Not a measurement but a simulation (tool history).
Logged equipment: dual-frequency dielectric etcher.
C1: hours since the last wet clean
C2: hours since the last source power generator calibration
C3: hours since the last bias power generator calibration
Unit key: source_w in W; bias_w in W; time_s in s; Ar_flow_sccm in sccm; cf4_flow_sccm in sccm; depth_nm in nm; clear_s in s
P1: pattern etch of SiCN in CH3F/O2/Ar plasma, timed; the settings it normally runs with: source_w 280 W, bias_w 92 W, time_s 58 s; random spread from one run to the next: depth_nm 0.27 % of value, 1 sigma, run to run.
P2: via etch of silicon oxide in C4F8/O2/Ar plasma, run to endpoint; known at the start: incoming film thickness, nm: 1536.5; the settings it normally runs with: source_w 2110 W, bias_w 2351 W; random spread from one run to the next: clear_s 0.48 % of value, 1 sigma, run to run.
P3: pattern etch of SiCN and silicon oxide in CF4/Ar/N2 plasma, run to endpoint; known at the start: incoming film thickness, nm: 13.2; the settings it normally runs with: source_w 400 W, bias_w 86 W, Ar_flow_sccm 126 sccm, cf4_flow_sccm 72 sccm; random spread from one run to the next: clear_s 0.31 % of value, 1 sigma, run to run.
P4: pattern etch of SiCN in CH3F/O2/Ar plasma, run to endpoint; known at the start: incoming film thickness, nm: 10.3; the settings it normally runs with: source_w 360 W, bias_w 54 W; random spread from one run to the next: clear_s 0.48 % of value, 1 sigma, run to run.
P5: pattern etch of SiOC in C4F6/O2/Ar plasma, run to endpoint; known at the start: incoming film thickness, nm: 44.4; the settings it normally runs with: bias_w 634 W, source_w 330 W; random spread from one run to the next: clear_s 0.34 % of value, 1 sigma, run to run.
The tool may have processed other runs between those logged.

Run 1, day 0.367: process P1, source_w 280 W, bias_w 92 W, time_s 58 s; C1 425; C2 2255; C3 1053.9. Result: depth_nm 20.192 nm.
Run 2, day 0.979: process P3, source_w 400 W, bias_w 86 W, Ar_flow_sccm 126 sccm, cf4_flow_sccm 72 sccm; C1 439.7; C2 2269.7; C3 1068.6. Result: clear_s 16.453 s.
Run 3, day 1.638: process P1, source_w 280 W, bias_w 92 W, time_s 39.5 s; C1 455.5; C2 2285.5; C3 1084.4. Result: depth_nm 13.8 nm.
Run 4, day 2.242: process P1, source_w 280 W, bias_w 123 W, time_s 58 s; C1 470; C2 2300; C3 1098.9. Result: depth_nm 22.713 nm.
Run 5, day 2.733: process P1, source_w 170 W, bias_w 92 W, time_s 36.5 s; C1 481.8; C2 2311.8; C3 1110.7. Result: depth_nm 10.59 nm.
Run 6, day 3.154: process P2, source_w 2110 W, bias_w 2351 W; C1 491.9; C2 2321.9; C3 1120.8. Result: clear_s 274.42 s.
Run 7, day 3.842: process P1, source_w 280 W, bias_w 92 W, time_s 58 s; C1 508.4; C2 2338.4; C3 1137.3. Result: depth_nm 20.237 nm.
Run 8, day 4.546: process P2, source_w 1260 W, bias_w 2351 W; C1 525.3; C2 2355.3; C3 1154.2. Result: clear_s 339.26 s.
Run 9, day 5.071: process P1, source_w 280 W, bias_w 71 W, time_s 58 s; C1 537.9; C2 2367.9; C3 1166.8. Result: depth_nm 18.43 nm.
Run 10, day 5.462: process P1, source_w 390 W, bias_w 92 W, time_s 58 s; C1 547.3; C2 2377.3; C3 1176.2. Result: depth_nm 22.825 nm.
Run 11, day 5.958: process P1, source_w 170 W, bias_w 92 W, time_s 58 s; C1 559.2; C2 2389.2; C3 1188.1. Result: depth_nm 16.87 nm.
Run 12, day 6.308: process P3, source_w 330 W, bias_w 86 W, Ar_flow_sccm 126 sccm, cf4_flow_sccm 72 sccm; C1 567.6; C2 2397.6; C3 1196.5. Result: clear_s 19.543 s.
Run 13, day 7.004: process P4, source_w 360 W, bias_w 54 W; C1 584.3; C2 2414.3; C3 1213.2. Result: clear_s 32.46 s.
Run 14, day 7.679: process P1, source_w 280 W, bias_w 92 W, time_s 58 s; C1 600.5; C2 2430.5; C3 1229.4. Result: depth_nm 20.225 nm.
Run 15, day 8.008: process P1, source_w 280 W, bias_w 62 W, time_s 33.5 s; C1 608.4; C2 2438.4; C3 1237.3. Result: depth_nm 10.083 nm.
Run 16, day 8.667: process P3, source_w 400 W, bias_w 86 W, Ar_flow_sccm 160 sccm, cf4_flow_sccm 72 sccm; C1 624.2; C2 2454.2; C3 1253.1. Result: clear_s 17.048 s.
At day 9.117: bias power generator calibrated.
Run 17, day 9.267: process P3, source_w 400 W, bias_w 86 W, Ar_flow_sccm 126 sccm, cf4_flow_sccm 72 sccm; C1 638.6; C2 2468.6; C3 3.7. Result: clear_s 16.444 s.
Run 18, day 9.917: process P2, source_w 2110 W, bias_w 3049 W; C1 654.2; C2 2484.2; C3 19.3. Result: clear_s 257.15 s.
Run 19, day 10.375: process P5, source_w 330 W, bias_w 634 W; C1 665.2; C2 2495.2; C3 30.3. Result: clear_s 14.231 s.
Run 20, day 11: process P3, source_w 400 W, bias_w 86 W, Ar_flow_sccm 126 sccm, cf4_flow_sccm 93 sccm; C1 680.2; C2 2510.2; C3 45.3. Result: clear_s 15.847 s.
Run 21, day 11.521: process P4, source_w 260 W, bias_w 54 W; C1 692.7; C2 2522.7; C3 57.8. Result: clear_s 36.737 s.
Run 22, day 12.221: process P5, source_w 330 W, bias_w 848 W; C1 709.5; C2 2539.5; C3 74.6. Result: clear_s 12.767 s.
Run 23, day 12.867: process P5, source_w 240 W, bias_w 634 W; C1 725; C2 2555; C3 90.1. Result: clear_s 15.97 s.
Run 24, day 13.529: process P3, source_w 400 W, bias_w 50 W, Ar_flow_sccm 126 sccm, cf4_flow_sccm 72 sccm; C1 740.9; C2 2570.9; C3 106. Result: clear_s 19.933 s.
Run 25, day 14.129: process P4, source_w 360 W, bias_w 31 W; C1 755.3; C2 2585.3; C3 120.4. Result: clear_s 38.614 s.
Run 26, day 14.65: process P1, source_w 280 W, bias_w 92 W, time_s 78 s; C1 767.8; C2 2597.8; C3 132.9. Result: depth_nm 27.248 nm.
Run 27, day 15.262: process P2, source_w 2110 W, bias_w 2351 W; C1 782.5; C2 2612.5; C3 147.6. Result: clear_s 275.15 s.
Run 28, day 15.967: process P1, source_w 280 W, bias_w 92 W, time_s 58 s; C1 799.4; C2 2629.4; C3 164.5. Result: depth_nm 20.247 nm.
Run 29, day 16.617: process P1, source_w 280 W, bias_w 92 W, time_s 58 s; C1 815; C2 2645; C3 180.1. Result: depth_nm 20.269 nm.
Run 30, day 16.992: process P1, source_w 280 W, bias_w 92 W, time_s 58 s; C1 824; C2 2654; C3 189.1. Result: depth_nm 20.192 nm.
Run 31, day 17.629: process P1, source_w 280 W, bias_w 92 W, time_s 58 s; C1 839.3; C2 2669.3; C3 204.4. Result: depth_nm 20.234 nm.
Run 32, day 18.112: process P1, source_w 280 W, bias_w 92 W, time_s 58 s; C1 850.9; C2 2680.9; C3 216. Result: depth_nm 20.105 nm.
Run 33, day 18.662: process P1, source_w 280 W, bias_w 92 W, time_s 58 s; C1 864.1; C2 2694.1; C3 229.2. Result: depth_nm 20.123 nm.
Run 34, day 19.275: process P1, source_w 280 W, bias_w 92 W, time_s 58 s; C1 878.8; C2 2708.8; C3 243.9. Result: depth_nm 19.96 nm.
At day 19.529: wet clean of the chamber.
Run 35, day 19.683: process P1, source_w 280 W, bias_w 92 W, time_s 58 s; C1 3.8; C2 2718.6; C3 253.7. Result: depth_nm 19.962 nm.
Run 36, day 20.029: process P1, source_w 280 W, bias_w 92 W, time_s 58 s; C1 12.1; C2 2726.9; C3 262. Result: depth_nm 20.035 nm.
Run 37, day 20.421: process P1, source_w 280 W, bias_w 92 W, time_s 58 s; C1 21.5; C2 2736.3; C3 271.4. Result: depth_nm 20.099 nm.

Forecast run 38:
Run 38, day 20.762: process P1, source_w 280 W, bias_w 92 W, time_s 58 s; C1 29.7; C2 2744.5; C3 279.6. Result: depth_nm ?.

{"run 38": {"depth_nm": 19.914}}
